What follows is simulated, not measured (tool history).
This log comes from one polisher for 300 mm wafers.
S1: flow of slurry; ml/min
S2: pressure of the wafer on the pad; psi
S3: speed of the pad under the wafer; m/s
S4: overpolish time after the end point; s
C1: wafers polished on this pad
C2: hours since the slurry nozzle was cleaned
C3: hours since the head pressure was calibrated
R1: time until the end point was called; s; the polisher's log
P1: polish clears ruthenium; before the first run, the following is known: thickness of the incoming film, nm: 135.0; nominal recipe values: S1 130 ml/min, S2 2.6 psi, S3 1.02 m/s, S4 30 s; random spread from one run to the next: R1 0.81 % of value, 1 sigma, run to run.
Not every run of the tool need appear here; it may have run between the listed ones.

{"run": 1, "hour": 9.6, "S1": 130, "S2": 2.6, "S3": 1.02, "S4": 30, "C1": 499, "C2": 208.5, "C3": 623.9, "R1": 102.51}
{"run": 2, "hour": 16.9, "S1": 130, "S2": 2.6, "S3": 1.02, "S4": 30, "C1": 557, "C2": 215.8, "C3": 631.2, "R1": 101.91}
{"hour": 24.3, "done": "slurry nozzle cleaned"}
{"run": 3, "hour": 27.5, "S1": 130, "S2": 2.6, "S3": 0.58, "S4": 30, "C1": 641, "C2": 3.2, "C3": 641.8, "R1": 180.8}
{"run": 4, "hour": 38.3, "S1": 130, "S2": 2.6, "S3": 1.02, "S4": 9, "C1": 726, "C2": 14, "C3": 652.6, "R1": 102.77}
{"run": 5, "hour": 46.6, "S1": 130, "S2": 2.6, "S3": 1.02, "S4": 30, "C1": 792, "C2": 22.3, "C3": 660.9, "R1": 103.14}
{"run": 6, "hour": 59.5, "S1": 130, "S2": 1.9, "S3": 1.02, "S4": 30, "C1": 894, "C2": 35.2, "C3": 673.8, "R1": 140.15}
{"run": 7, "hour": 66.2, "S1": 130, "S2": 2.6, "S3": 1.62, "S4": 30, "C1": 947, "C2": 41.9, "C3": 680.5, "R1": 63.946}
{"run": 8, "hour": 73.3, "S1": 95, "S2": 2.6, "S3": 1.02, "S4": 30, "C1": 1004, "C2": 49, "C3": 687.6, "R1": 109.69}
{"run": 9, "hour": 80.2, "S1": 95, "S2": 1.7, "S3": 1.02, "S4": 30, "C1": 1059, "C2": 55.9, "C3": 694.5, "R1": 170.2}
{"run": 10, "hour": 91.4, "S1": 130, "S2": 2.6, "S3": 1.02, "S4": 30, "C1": 1147, "C2": 67.1, "C3": 705.7, "R1": 103.88}
{"run": 11, "hour": 104.1, "S1": 200, "S2": 2.6, "S3": 1.02, "S4": 30, "C1": 1248, "C2": 79.8, "C3": 718.4, "R1": 94.812}
{"run": 12, "hour": 111.2, "S1": 130, "S2": 2.6, "S3": 1.02, "S4": 30, "C1": 1304, "C2": 86.9, "C3": 725.5, "R1": 102.16}
{"run": 13, "hour": 123.5, "S1": 130, "S2": 3.2, "S3": 1.02, "S4": 30, "C1": 1402, "C2": 99.2, "C3": 737.8, "R1": 83.485}
{"run": 14, "hour": 130.2, "S1": 130, "S2": 2.6, "S3": 1.02, "S4": 59, "C1": 1455, "C2": 105.9, "C3": 744.5, "R1": 102.53}
{"run": 15, "hour": 137.8, "S1": 130, "S2": 3.4, "S3": 1.02, "S4": 9, "C1": 1515, "C2": 113.5, "C3": 752.1, "R1": 78.326}
{"run": 16, "hour": 143.7, "S1": 130, "S2": 2.6, "S3": 1.02, "S4": 30, "C1": 1562, "C2": 119.4, "C3": 758, "R1": 103.19}
{"run": 17, "hour": 156.4, "S1": 130, "S2": 2.6, "S3": 1.02, "S4": 30, "C1": 1663, "C2": 132.1, "C3": 770.7, "R1": 107.96}

Forecast run 18:
{"run": 18, "hour": 168.7, "S1": 130, "S2": 2.6, "S3": 1.02, "S4": 30, "C1": 1760, "C2": 144.4, "C3": 783, "R1": "?"}

Run 18 produced R1 111.39 s.

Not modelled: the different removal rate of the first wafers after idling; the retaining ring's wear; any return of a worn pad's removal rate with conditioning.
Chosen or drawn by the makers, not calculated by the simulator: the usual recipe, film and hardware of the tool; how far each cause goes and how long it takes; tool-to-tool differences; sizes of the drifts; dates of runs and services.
